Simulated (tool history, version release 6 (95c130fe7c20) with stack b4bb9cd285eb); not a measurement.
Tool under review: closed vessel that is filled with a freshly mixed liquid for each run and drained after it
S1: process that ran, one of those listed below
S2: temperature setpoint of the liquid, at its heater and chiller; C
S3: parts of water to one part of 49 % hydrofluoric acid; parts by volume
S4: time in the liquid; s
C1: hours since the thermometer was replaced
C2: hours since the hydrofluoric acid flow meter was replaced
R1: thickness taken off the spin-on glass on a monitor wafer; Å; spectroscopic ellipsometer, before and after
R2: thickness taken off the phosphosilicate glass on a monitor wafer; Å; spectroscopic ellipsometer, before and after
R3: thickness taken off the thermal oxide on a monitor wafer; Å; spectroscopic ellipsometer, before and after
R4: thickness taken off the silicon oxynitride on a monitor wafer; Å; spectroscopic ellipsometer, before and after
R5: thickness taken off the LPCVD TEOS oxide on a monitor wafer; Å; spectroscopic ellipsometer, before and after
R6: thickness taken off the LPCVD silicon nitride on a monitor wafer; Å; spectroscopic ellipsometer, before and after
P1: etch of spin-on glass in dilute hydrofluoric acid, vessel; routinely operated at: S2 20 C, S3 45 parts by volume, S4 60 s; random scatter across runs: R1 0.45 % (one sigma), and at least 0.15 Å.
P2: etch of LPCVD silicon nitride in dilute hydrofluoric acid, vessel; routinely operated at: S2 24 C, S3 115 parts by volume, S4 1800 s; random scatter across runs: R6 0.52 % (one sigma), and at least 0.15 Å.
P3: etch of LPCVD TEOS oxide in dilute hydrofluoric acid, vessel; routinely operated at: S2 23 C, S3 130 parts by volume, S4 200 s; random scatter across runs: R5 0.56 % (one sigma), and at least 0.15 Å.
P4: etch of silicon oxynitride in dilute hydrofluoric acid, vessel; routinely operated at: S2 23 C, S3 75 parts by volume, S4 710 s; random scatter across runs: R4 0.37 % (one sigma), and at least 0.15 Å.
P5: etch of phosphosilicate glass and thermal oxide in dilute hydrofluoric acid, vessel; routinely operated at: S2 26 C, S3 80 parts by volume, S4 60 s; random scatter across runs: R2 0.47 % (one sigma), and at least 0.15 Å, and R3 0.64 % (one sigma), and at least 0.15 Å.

Run 1, hour 3.3: S1 P1, S2 20 C, S3 45 parts by volume, S4 60 s; C1 454.5; C2 1153.2. Result: R1 480.61 Å.
Run 2, hour 7.1: S1 P5, S2 26 C, S3 20 parts by volume, S4 60 s; C1 458.3; C2 1157. Result: R2 5478.1 Å, R3 169.9 Å.
Run 3, hour 11.3: S1 P1, S2 24.5 C, S3 45 parts by volume, S4 60 s; C1 462.5; C2 1161.2. Result: R1 584.08 Å.
Run 4, hour 14.5: S1 P4, S2 23 C, S3 75 parts by volume, S4 710 s; C1 465.7; C2 1164.4. Result: R4 451.54 Å.
Run 5, hour 17.6: S1 P3, S2 23 C, S3 130 parts by volume, S4 200 s; C1 468.8; C2 1167.5. Result: R5 333.3 Å.
Run 6, hour 21: S1 P4, S2 23 C, S3 75 parts by volume, S4 245 s; C1 472.2; C2 1170.9. Result: R4 156.52 Å.
Run 7, hour 24.1: S1 P3, S2 23 C, S3 30 parts by volume, S4 200 s; C1 475.3; C2 1174. Result: R5 1621.7 Å.
Run 8, hour 26.3: S1 P4, S2 31 C, S3 75 parts by volume, S4 710 s; C1 477.5; C2 1176.2. Result: R4 654.34 Å.
Run 9, hour 30: S1 P1, S2 20 C, S3 75 parts by volume, S4 35 s; C1 481.2; C2 1179.9. Result: R1 163.46 Å.
Run 10, hour 32.9: S1 P2, S2 17.5 C, S3 115 parts by volume, S4 1800 s; C1 484.1; C2 1182.8. Result: R6 51.74 Å.
Run 11, hour 35.1: S1 P1, S2 20 C, S3 45 parts by volume, S4 30 s; C1 486.3; C2 1185. Result: R1 242.91 Å.
Run 12, hour 39.6: S1 P1, S2 20 C, S3 45 parts by volume, S4 115 s; C1 490.8; C2 1189.5. Result: R1 921.27 Å.
Run 13, hour 42.7: S1 P2, S2 24 C, S3 115 parts by volume, S4 470 s; C1 493.9; C2 1192.6. Result: R6 20.867 Å.
Run 14, hour 47.3: S1 P4, S2 23 C, S3 110 parts by volume, S4 710 s; C1 498.5; C2 1197.2. Result: R4 299.68 Å.
Run 15, hour 50.9: S1 P1, S2 20 C, S3 75 parts by volume, S4 60 s; C1 502.1; C2 1200.8. Result: R1 281.73 Å.
Run 16, hour 53.9: S1 P5, S2 21.5 C, S3 80 parts by volume, S4 60 s; C1 505.1; C2 1203.8. Result: R2 1053.6 Å, R3 32.514 Å.
Run 17, hour 56: S1 P1, S2 20 C, S3 45 parts by volume, S4 60 s; C1 507.2; C2 1205.9. Result: R1 482.06 Å.
Run 18, hour 60.1: S1 P2, S2 24 C, S3 195 parts by volume, S4 1800 s; C1 511.3; C2 1210. Result: R6 46.876 Å.
Run 19, hour 64.2: S1 P1, S2 17 C, S3 45 parts by volume, S4 60 s; C1 515.4; C2 1214.1. Result: R1 426.23 Å.
Run 20, hour 67.4: S1 P1, S2 20 C, S3 20 parts by volume, S4 60 s; C1 518.6; C2 1217.3. Result: R1 1119.1 Å.
Run 21, hour 71.6: S1 P3, S2 23 C, S3 130 parts by volume, S4 30 s; C1 522.8; C2 1221.5. Result: R5 49.906 Å.
Run 22, hour 74.8: S1 P1, S2 20 C, S3 45 parts by volume, S4 60 s; C1 526; C2 1224.7. Result: R1 485.09 Å.
Run 23, hour 78: S1 P3, S2 31 C, S3 130 parts by volume, S4 200 s; C1 529.2; C2 1227.9. Result: R5 447.74 Å.
Run 24, hour 81.4: S1 P2, S2 24 C, S3 115 parts by volume, S4 1800 s; C1 532.6; C2 1231.3. Result: R6 79.799 Å.
Run 25, hour 85.8: S1 P1, S2 20 C, S3 45 parts by volume, S4 60 s; C1 537; C2 1235.7. Result: R1 480.76 Å.
Run 26, hour 88.6: S1 P5, S2 26 C, S3 80 parts by volume, S4 60 s; C1 539.8; C2 1238.5. Result: R2 1248.4 Å, R3 39.072 Å.
Run 27, hour 92.4: S1 P5, S2 26 C, S3 80 parts by volume, S4 100 s; C1 543.6; C2 1242.3. Result: R2 2098.8 Å, R3 65.484 Å.
Run 28, hour 94.4: S1 P1, S2 20 C, S3 45 parts by volume, S4 60 s; C1 545.6; C2 1244.3. Result: R1 482.9 Å.
Run 29, hour 97.6: S1 P1, S2 17 C, S3 45 parts by volume, S4 30 s; C1 548.8; C2 1247.5. Result: R1 213.05 Å.
Run 30, hour 100.4: S1 P2, S2 24 C, S3 115 parts by volume, S4 1800 s; C1 551.6; C2 1250.3. Result: R6 79.715 Å.
Run 31, hour 103.4: S1 P1, S2 20 C, S3 45 parts by volume, S4 60 s; C1 554.6; C2 1253.3. Result: R1 481.12 Å.
Run 32, hour 106.5: S1 P1, S2 20 C, S3 45 parts by volume, S4 60 s; C1 557.7; C2 1256.4. Result: R1 470.74 Å.
Run 33, hour 111.1: S1 P1, S2 20 C, S3 45 parts by volume, S4 60 s; C1 562.3; C2 1261. Result: R1 459.06 Å.
Run 34, hour 115.6: S1 P1, S2 20 C, S3 45 parts by volume, S4 60 s; C1 566.8; C2 1265.5. Result: R1 455.15 Å.
Run 35, hour 119: S1 P1, S2 20 C, S3 45 parts by volume, S4 60 s; C1 570.2; C2 1268.9. Result: R1 447.6 Å.
Run 36, hour 121.8: S1 P1, S2 20 C, S3 45 parts by volume, S4 60 s; C1 573; C2 1271.7. Result: R1 448.91 Å.
Run 37, hour 126.3: S1 P1, S2 20 C, S3 45 parts by volume, S4 60 s; C1 577.5; C2 1276.2. Result: R1 446.89 Å.
Run 38, hour 130.7: S1 P1, S2 20 C, S3 45 parts by volume, S4 60 s; C1 581.9; C2 1280.6. Result: R1 448.76 Å.
Run 39, hour 134: S1 P1, S2 20 C, S3 45 parts by volume, S4 60 s; C1 585.2; C2 1283.9. Result: R1 447.1 Å.
Run 40, hour 136.5: S1 P1, S2 20 C, S3 45 parts by volume, S4 60 s; C1 587.7; C2 1286.4. Result: R1 443.45 Å.

The output of P1 has drifted from where it used to be. Each of the 2 causes below, taken at the size shown beside it, accounts for the log equally well:
A: hydrofluoric acid flow below the setpoint (%) = 7.26
B: liquid colder than its thermometer reads (K) = 1.86
At approximately hour 103.4, the process output began to creep.

Consider the 4 check runs below, whose results appear as question marks and each of which averages 2 wafers. Which one distinguishes the causes, in that each cause would give it a clearly different result?
Run check 1, hour 139: S1 P2, S2 24 C, S3 115 parts by volume, S4 730 s. Result: R6 ?.
Run check 2, hour 139: S1 P3, S2 29 C, S3 40 parts by volume, S4 200 s. Result: R5 ?.
Run check 3, hour 139: S1 P4, S2 28 C, S3 75 parts by volume, S4 405 s. Result: R4 ?.
Run check 4, hour 139: S1 P5, S2 26 C, S3 20 parts by volume, S4 60 s. Result: R2 ?, R3 ?.

Check results expected under each cause:
  check  result    if A    if B
check 1      R6  30.061  28.645
check 2      R5  1414.2  1421.7
check 3      R4  301.53  299.73
check 4      R2    5074  5073.5
check 4      R3   158.7  158.69
Per check, the gap between the least separated pair of causes, taken in the result that splits them most: check 1 4.83 %; check 2 0.53 %; check 3 0.6 %; check 4 0.01 %
The other checks would show nearly matching results whichever cause is true, so check 1 is the only one that separates the causes.

Running check 1 produced the following: R6 28.356 Å. Which one of the listed causes fits?

Of the candidate causes, it is B: liquid colder than its thermometer reads (K).
